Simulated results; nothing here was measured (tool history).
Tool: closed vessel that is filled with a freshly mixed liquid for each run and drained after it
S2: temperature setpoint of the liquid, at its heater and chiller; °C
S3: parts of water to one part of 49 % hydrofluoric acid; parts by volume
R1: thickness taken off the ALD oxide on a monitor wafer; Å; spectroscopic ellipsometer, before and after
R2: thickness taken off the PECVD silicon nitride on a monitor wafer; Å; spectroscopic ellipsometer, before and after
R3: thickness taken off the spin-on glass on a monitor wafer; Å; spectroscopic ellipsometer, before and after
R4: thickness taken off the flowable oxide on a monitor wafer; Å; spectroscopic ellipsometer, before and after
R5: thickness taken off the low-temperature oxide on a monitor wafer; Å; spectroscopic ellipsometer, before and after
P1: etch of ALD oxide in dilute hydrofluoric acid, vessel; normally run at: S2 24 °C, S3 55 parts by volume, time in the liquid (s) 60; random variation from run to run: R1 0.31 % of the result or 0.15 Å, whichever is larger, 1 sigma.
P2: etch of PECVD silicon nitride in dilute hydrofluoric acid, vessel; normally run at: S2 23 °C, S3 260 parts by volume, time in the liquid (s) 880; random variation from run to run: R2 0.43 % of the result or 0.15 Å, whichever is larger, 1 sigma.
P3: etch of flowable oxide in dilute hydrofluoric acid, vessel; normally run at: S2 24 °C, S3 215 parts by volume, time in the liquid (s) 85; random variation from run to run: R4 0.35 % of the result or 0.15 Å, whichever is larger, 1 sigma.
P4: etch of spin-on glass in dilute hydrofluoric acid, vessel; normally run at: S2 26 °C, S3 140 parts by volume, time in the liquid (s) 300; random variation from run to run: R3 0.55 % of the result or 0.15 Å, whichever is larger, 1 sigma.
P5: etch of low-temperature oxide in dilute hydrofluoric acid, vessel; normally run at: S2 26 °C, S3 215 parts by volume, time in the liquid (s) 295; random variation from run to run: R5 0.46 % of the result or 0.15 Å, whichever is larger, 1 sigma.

{"run": 1, "hour": 7.4, "process that ran": "P1", "S2": 24, "S3": 55, "time in the liquid (s)": 60, "R1": 381.47}
{"run": 2, "hour": 14.4, "process that ran": "P2", "S2": 23, "S3": 260, "time in the liquid (s)": 880, "R2": 64.287}
{"run": 3, "hour": 22.9, "process that ran": "P1", "S2": 24, "S3": 55, "time in the liquid (s)": 90, "R1": 574.87}
{"run": 4, "hour": 30.8, "process that ran": "P1", "S2": 24, "S3": 90, "time in the liquid (s)": 30, "R1": 111.58}
{"run": 5, "hour": 39.8, "process that ran": "P2", "S2": 23, "S3": 260, "time in the liquid (s)": 1405, "R2": 102.51}
{"run": 6, "hour": 49.3, "process that ran": "P4", "S2": 26, "S3": 140, "time in the liquid (s)": 300, "R3": 499.46}
{"run": 7, "hour": 58.4, "process that ran": "P3", "S2": 24, "S3": 215, "time in the liquid (s)": 85, "R4": 237.79}
{"run": 8, "hour": 67.9, "process that ran": "P1", "S2": 24, "S3": 55, "time in the liquid (s)": 60, "R1": 383.34}
{"run": 9, "hour": 76.7, "process that ran": "P4", "S2": 26, "S3": 250, "time in the liquid (s)": 300, "R3": 247.21}
{"run": 10, "hour": 85.4, "process that ran": "P2", "S2": 17, "S3": 260, "time in the liquid (s)": 880, "R2": 43.255}
{"run": 11, "hour": 92.2, "process that ran": "P1", "S2": 20.5, "S3": 55, "time in the liquid (s)": 60, "R1": 328.97}
{"run": 12, "hour": 99.0, "process that ran": "P5", "S2": 33.5, "S3": 215, "time in the liquid (s)": 295, "R5": 177.02}
{"run": 13, "hour": 108.3, "process that ran": "P1", "S2": 24, "S3": 55, "time in the liquid (s)": 30, "R1": 191.82}
{"run": 14, "hour": 118.4, "process that ran": "P3", "S2": 24, "S3": 215, "time in the liquid (s)": 35, "R4": 96.889}
{"run": 15, "hour": 129.9, "process that ran": "P1", "S2": 24, "S3": 55, "time in the liquid (s)": 60, "R1": 382.49}
{"run": 16, "hour": 139.9, "process that ran": "P2", "S2": 23, "S3": 465, "time in the liquid (s)": 880, "R2": 36.054}
{"run": 17, "hour": 147.1, "process that ran": "P4", "S2": 19, "S3": 140, "time in the liquid (s)": 300, "R3": 377.87}
{"run": 18, "hour": 156.6, "process that ran": "P4", "S2": 26, "S3": 140, "time in the liquid (s)": 50, "R3": 84.241}
{"run": 19, "hour": 162.8, "process that ran": "P2", "S2": 23, "S3": 260, "time in the liquid (s)": 880, "R2": 64.716}
{"run": 20, "hour": 169.1, "process that ran": "P5", "S2": 26, "S3": 215, "time in the liquid (s)": 500, "R5": 233.24}
{"run": 21, "hour": 176.7, "process that ran": "P1", "S2": 28.5, "S3": 55, "time in the liquid (s)": 60, "R1": 457.65}
{"run": 22, "hour": 182.2, "process that ran": "P5", "S2": 26, "S3": 215, "time in the liquid (s)": 295, "R5": 135.79}
{"run": 23, "hour": 189.6, "process that ran": "P5", "S2": 26, "S3": 40, "time in the liquid (s)": 295, "R5": 914.15}
{"run": 24, "hour": 197.4, "process that ran": "P1", "S2": 24, "S3": 30, "time in the liquid (s)": 60, "R1": 725.27}
{"run": 25, "hour": 203.1, "process that ran": "P3", "S2": 31, "S3": 215, "time in the liquid (s)": 85, "R4": 303.79}
{"run": 26, "hour": 210.1, "process that ran": "P1", "S2": 24, "S3": 85, "time in the liquid (s)": 60, "R1": 239.04}
{"run": 27, "hour": 217.3, "process that ran": "P1", "S2": 24, "S3": 55, "time in the liquid (s)": 60, "R1": 382.57}
{"run": 28, "hour": 228.5, "process that ran": "P3", "S2": 24, "S3": 70, "time in the liquid (s)": 85, "R4": 865.55}
{"run": 29, "hour": 239.3, "process that ran": "P1", "S2": 24, "S3": 55, "time in the liquid (s)": 60, "R1": 380.58}
{"run": 30, "hour": 244.8, "process that ran": "P3", "S2": 24, "S3": 215, "time in the liquid (s)": 85, "R4": 237.62}
{"run": 31, "hour": 252.0, "process that ran": "P5", "S2": 26, "S3": 215, "time in the liquid (s)": 295, "R5": 138.48}
{"run": 32, "hour": 262.7, "process that ran": "P1", "S2": 24, "S3": 55, "time in the liquid (s)": 60, "R1": 382.49}
{"run": 33, "hour": 269.2, "process that ran": "P1", "S2": 24, "S3": 55, "time in the liquid (s)": 60, "R1": 390.05}
{"run": 34, "hour": 276.1, "process that ran": "P1", "S2": 24, "S3": 55, "time in the liquid (s)": 60, "R1": 394.97}
{"run": 35, "hour": 283.2, "process that ran": "P1", "S2": 24, "S3": 55, "time in the liquid (s)": 60, "R1": 401.57}
{"run": 36, "hour": 291.6, "process that ran": "P1", "S2": 24, "S3": 55, "time in the liquid (s)": 60, "R1": 402.59}
{"run": 37, "hour": 303.3, "process that ran": "P1", "S2": 24, "S3": 55, "time in the liquid (s)": 60, "R1": 407.18}
{"run": 38, "hour": 313.2, "process that ran": "P1", "S2": 24, "S3": 55, "time in the liquid (s)": 60, "R1": 407.18}
{"run": 39, "hour": 323.7, "process that ran": "P1", "S2": 24, "S3": 55, "time in the liquid (s)": 60, "R1": 408.91}
{"run": 40, "hour": 333.5, "process that ran": "P1", "S2": 24, "S3": 55, "time in the liquid (s)": 60, "R1": 408.52}
{"run": 41, "hour": 345.0, "process that ran": "P1", "S2": 24, "S3": 55, "time in the liquid (s)": 60, "R1": 410.87}
{"run": 42, "hour": 351.0, "process that ran": "P1", "S2": 24, "S3": 55, "time in the liquid (s)": 60, "R1": 409.6}

What P1 gives has crept away from where it was. These 2 causes fit the log equally well, each at the size given:
A: hydrofluoric acid flow above the setpoint (%) = 6.85
B: liquid hotter than its thermometer reads (K) = 1.75
The creep began at about hour 262.7.

4 check runs are offered, each on 2 wafers whose results are averaged, their results left as question marks. Which one tells the causes apart?
{"run": "check 1", "hour": 357.0, "process that ran": "P2", "S2": 17, "S3": 445, "time in the liquid (s)": 880, "R2": "?"}
{"run": "check 2", "hour": 357.0, "process that ran": "P4", "S2": 19, "S3": 140, "time in the liquid (s)": 300, "R3": "?"}
{"run": "check 3", "hour": 357.0, "process that ran": "P3", "S2": 27, "S3": 75, "time in the liquid (s)": 85, "R4": "?"}
{"run": "check 4", "hour": 357.0, "process that ran": "P5", "S2": 26, "S3": 40, "time in the liquid (s)": 295, "R5": "?"}

What each check would give under each cause:
check=check_1 result=R2 if_A=27.921 if_B=29.258
check=check_2 result=R3 if_A=410.72 if_B=408.5
check=check_3 result=R4 if_A=968.64 if_B=964.22
check=check_4 result=R5 if_A=983.39 if_B=984.64
How far apart the two closest causes lie, in the result that separates them most: check 1 4.68 %; check 2 0.54 %; check 3 0.46 %; check 4 0.13 %
Check 1 tells the causes apart: in the others they would give nearly the same result.

Then check 1 was run and gave: R2 29.425 Å. Which cause is it?

It is B: liquid hotter than its thermometer reads (K).
